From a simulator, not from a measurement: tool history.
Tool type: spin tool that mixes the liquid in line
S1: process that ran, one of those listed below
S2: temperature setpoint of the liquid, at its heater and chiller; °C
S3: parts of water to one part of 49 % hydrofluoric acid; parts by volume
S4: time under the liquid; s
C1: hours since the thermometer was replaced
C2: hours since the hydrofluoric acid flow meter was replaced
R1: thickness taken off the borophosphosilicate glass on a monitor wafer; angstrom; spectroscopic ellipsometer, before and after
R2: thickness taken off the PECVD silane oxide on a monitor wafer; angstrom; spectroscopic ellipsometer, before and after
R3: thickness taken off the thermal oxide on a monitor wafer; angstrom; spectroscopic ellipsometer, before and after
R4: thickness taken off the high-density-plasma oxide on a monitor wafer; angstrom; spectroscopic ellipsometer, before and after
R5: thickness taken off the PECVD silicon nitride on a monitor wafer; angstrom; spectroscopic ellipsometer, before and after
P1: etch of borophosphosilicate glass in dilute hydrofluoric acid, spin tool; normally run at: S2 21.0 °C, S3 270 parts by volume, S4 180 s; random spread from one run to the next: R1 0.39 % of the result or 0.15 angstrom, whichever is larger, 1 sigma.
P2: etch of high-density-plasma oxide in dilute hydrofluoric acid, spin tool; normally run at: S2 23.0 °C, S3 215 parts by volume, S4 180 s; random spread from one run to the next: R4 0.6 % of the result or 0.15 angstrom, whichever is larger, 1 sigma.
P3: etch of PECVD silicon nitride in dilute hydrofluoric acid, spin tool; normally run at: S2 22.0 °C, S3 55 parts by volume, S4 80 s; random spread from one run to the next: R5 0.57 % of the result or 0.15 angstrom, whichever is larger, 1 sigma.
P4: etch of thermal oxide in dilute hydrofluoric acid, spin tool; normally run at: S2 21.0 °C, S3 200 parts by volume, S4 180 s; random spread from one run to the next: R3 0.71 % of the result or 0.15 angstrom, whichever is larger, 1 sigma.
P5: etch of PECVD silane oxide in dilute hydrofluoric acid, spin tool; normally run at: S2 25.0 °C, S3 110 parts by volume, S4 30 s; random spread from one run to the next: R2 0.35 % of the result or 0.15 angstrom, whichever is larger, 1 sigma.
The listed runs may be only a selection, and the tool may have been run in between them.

run,day,S1,S2,S3,S4,C1,C2,R1,R2,R3,R4,R5
1,0.125,P1,21.0,270,180,1920.9,278.7,139.9900,,,,
2,0.250,P1,21.0,270,180,1923.9,281.7,140.1400,,,,
3,0.417,P5,25.0,110,15,1927.9,285.7,,41.950,,,
4,0.588,P1,27.0,270,180,1932.0,289.8,173.8600,,,,
5,0.838,P4,21.0,125,180,1938.0,295.8,,,61.690,,
6,1.042,P1,21.0,270,355,1942.9,300.7,276.4700,,,,
7,1.304,P1,21.0,270,180,1949.2,307.0,140.3900,,,,
8,1.562,P2,23.0,400,180,1955.4,313.2,,,,17.112,
9,1.708,P3,22.0,55,125,1958.9,316.7,,,,,106.370
10,1.962,P5,25.0,110,30,1965.0,322.8,,82.707,,,
11,2.154,P1,21.0,145,180,1969.6,327.4,296.3500,,,,
12,2.308,P3,22.0,100,80,1973.3,331.1,,,,,37.776
13,2.504,P1,21.0,270,20,1978.0,335.8,15.7150,,,,
14,2.638,P1,27.5,475,180,1981.2,339.0,81.7650,,,,
15,2.846,P1,21.0,270,180,1986.2,344.0,139.9400,,,,
16,3.042,P4,21.0,200,180,1990.9,348.7,,,35.450,,
17,3.212,P5,32.0,110,30,1995.0,352.8,,107.960,,,
18,3.429,P1,17.0,270,180,2000.2,358.0,120.2600,,,,
19,3.658,P1,21.0,395,180,2005.7,363.5,85.4430,,,,
20,3.829,P1,21.0,270,180,2009.8,367.6,140.7000,,,,
21,4.079,P4,27.5,200,180,2015.8,373.6,,,45.057,,
22,4.342,P2,23.0,215,290,2022.1,379.9,,,,59.238,
23,4.550,P3,17.0,55,80,2027.1,384.9,,,,,48.136
24,4.792,P2,23.0,215,180,2032.9,390.7,,,,37.190,
25,5.046,P2,30.5,215,180,2039.0,396.8,,,,48.495,
26,5.254,P1,26.0,125,180,2044.0,401.8,421.5900,,,,
27,5.467,P1,21.0,410,15,2049.1,406.9,6.8031,,,,
28,5.679,P5,25.0,110,30,2054.2,412.0,,83.853,,,
29,5.929,P1,21.0,270,180,2060.2,418.0,139.7800,,,,
30,6.108,P1,21.0,270,180,2064.5,422.3,139.8200,,,,
# day 6.146: thermometer replaced
31,6.271,P5,25.0,180,30,3.0,426.2,,46.640,,,
32,6.467,P4,21.0,200,180,7.7,430.9,,,35.387,,
33,6.679,P3,22.0,55,80,12.8,436.0,,,,,68.307
34,6.896,P4,21.0,200,100,18.0,441.2,,,19.660,,
35,7.108,P2,23.0,215,180,23.1,446.3,,,,37.024,
36,7.304,P3,22.0,55,80,27.8,451.0,,,,,68.874
37,7.525,P1,21.0,270,180,33.1,456.3,140.0500,,,,
38,7.683,P1,21.0,270,180,36.9,460.1,144.2300,,,,
39,7.942,P1,21.0,270,180,43.1,466.3,147.1900,,,,
40,8.158,P1,21.0,270,180,48.3,471.5,148.7900,,,,
41,8.417,P1,21.0,270,180,54.5,477.7,150.7300,,,,
42,8.688,P1,21.0,270,180,61.0,484.2,151.6700,,,,
43,8.946,P1,21.0,270,180,67.2,490.4,149.7800,,,,

P1 has crept away from where it was. The log is fitted equally well by each of these 2 causes, at the sizes shown:
A: liquid hotter than its thermometer reads (K) = 2.18
B: hydrofluoric acid flow above the setpoint (%) = 6.52
The drift started at roughly day 7.525.

Below are 4 check runs, each on a single wafer, with their results shown as question marks. Which of them would tell the listed causes apart, meaning the causes would give clearly different results under it?
check 1,9.204,P5,30.5,145,30,,,,?,,,
check 2,9.204,P2,27.0,385,180,,,,,,?,
check 3,9.204,P3,18.0,55,110,,,,,,,?
check 4,9.204,P4,26.0,135,180,,,,,?,,

If the cause were each of the candidates in turn, the checks would give the following:
check,result,if A,if B
check 1,R2,80.019,79.837
check 2,R4,21.437,21.821
check 3,R5,82.696,75.515
check 4,R3,74.086,73.467
Distance between the nearest two causes, measured in the result of the check that separates them most: check 1 0.23 %; check 2 1.77 %; check 3 9.08 %; check 4 0.84 %
Check 3 tells the causes apart: in the others they would give nearly the same result.

With check 3 done, the readings were: R5 83.536 angstrom. Identify which of the listed causes applies.

Of the candidate causes, it is A: liquid hotter than its thermometer reads (K).
